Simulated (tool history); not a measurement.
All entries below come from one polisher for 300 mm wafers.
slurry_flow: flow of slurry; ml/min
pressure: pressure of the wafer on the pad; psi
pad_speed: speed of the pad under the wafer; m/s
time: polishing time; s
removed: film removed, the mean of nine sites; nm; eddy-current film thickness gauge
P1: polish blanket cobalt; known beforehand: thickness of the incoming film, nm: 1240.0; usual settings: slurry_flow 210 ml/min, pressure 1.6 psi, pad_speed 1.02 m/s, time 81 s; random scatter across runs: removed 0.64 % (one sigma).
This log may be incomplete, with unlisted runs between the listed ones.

run	day	slurry_flow	pressure	pad_speed	time	removed
1	0.429	210	1.6	1.02	81	336.830
2	0.783	210	1.6	0.52	81	171.260
3	1.112	210	1.0	1.02	101	261.940
4	1.471	210	1.6	1.30	81	428.640
# day 1.696: slurry nozzle cleaned
5	1.883	210	1.6	1.02	44	183.030
6	2.250	145	1.6	0.64	81	199.810
7	2.746	125	1.6	1.02	81	302.740
8	3.246	210	1.1	1.02	81	230.730
9	3.667	210	1.6	1.02	81	336.220
10	3.917	210	1.6	1.02	108	444.590
11	4.146	210	2.4	1.02	81	504.690
12	4.458	210	1.6	1.02	81	332.690
13	4.771	310	1.6	1.02	81	349.200
14	5.117	210	1.6	1.02	81	331.000
15	5.438	210	0.7	0.50	81	71.332
16	5.779	210	1.6	1.02	81	334.210
17	6.083	210	1.6	1.02	81	338.130
18	6.333	210	1.6	1.02	81	327.400
19	6.617	210	1.6	1.02	81	330.360
20	7.058	210	1.6	1.02	81	323.990
21	7.346	210	1.6	1.02	81	320.500
22	7.662	210	1.6	1.02	81	323.400
23	8.033	210	1.6	1.02	81	321.150
# day 8.312: head pressure recalibrated
24	8.421	210	1.6	1.02	81	320.450
25	8.788	210	1.6	1.02	81	321.250
26	9.162	210	1.6	1.02	81	318.810
27	9.567	210	1.6	1.02	81	318.740
28	9.825	210	1.6	1.02	81	319.430

The output of P1 has drifted from where it used to be. Each of the 2 causes below, taken at the size shown beside it, accounts for the log equally well:
A: removal rate lost through wear of the pad, % = 5.43
B: slurry flow missing at the pad, % = 30.9
The creep began at about day 6.083.
Each remaining cause and why it is not a fit:
head's pressure below its setpoint, %: its service at day 8.312 followed the start of the drift and did not put the process back to its old value

4 check runs are offered, each on 3 wafers whose results are averaged, their results left as question marks. Which one tells the causes apart?
check 1	10.083	210	2.4	1.02	81	?
check 2	10.083	210	1.6	0.64	81	?
check 3	10.083	130	1.6	1.02	81	?
check 4	10.083	210	1.6	1.26	61	?

Expected result of each check under each candidate cause:
check	result	if A	if B
check 1	removed	474.590	474.590
check 2	removed	198.520	198.520
check 3	removed	293.100	284.280
check 4	removed	294.340	294.340
Smallest distance between any two causes, each pair judged by its most separating result, in per cent: check 1 0 %; check 2 0 %; check 3 3.06 %; check 4 0 %
The causes can be told apart only by check 3. The other checks would give nearly the same results under each of them.

Then check 3 was run and gave: removed 282.580 nm. Which cause is it?

The correct cause is B, namely: slurry flow missing at the pad, %.
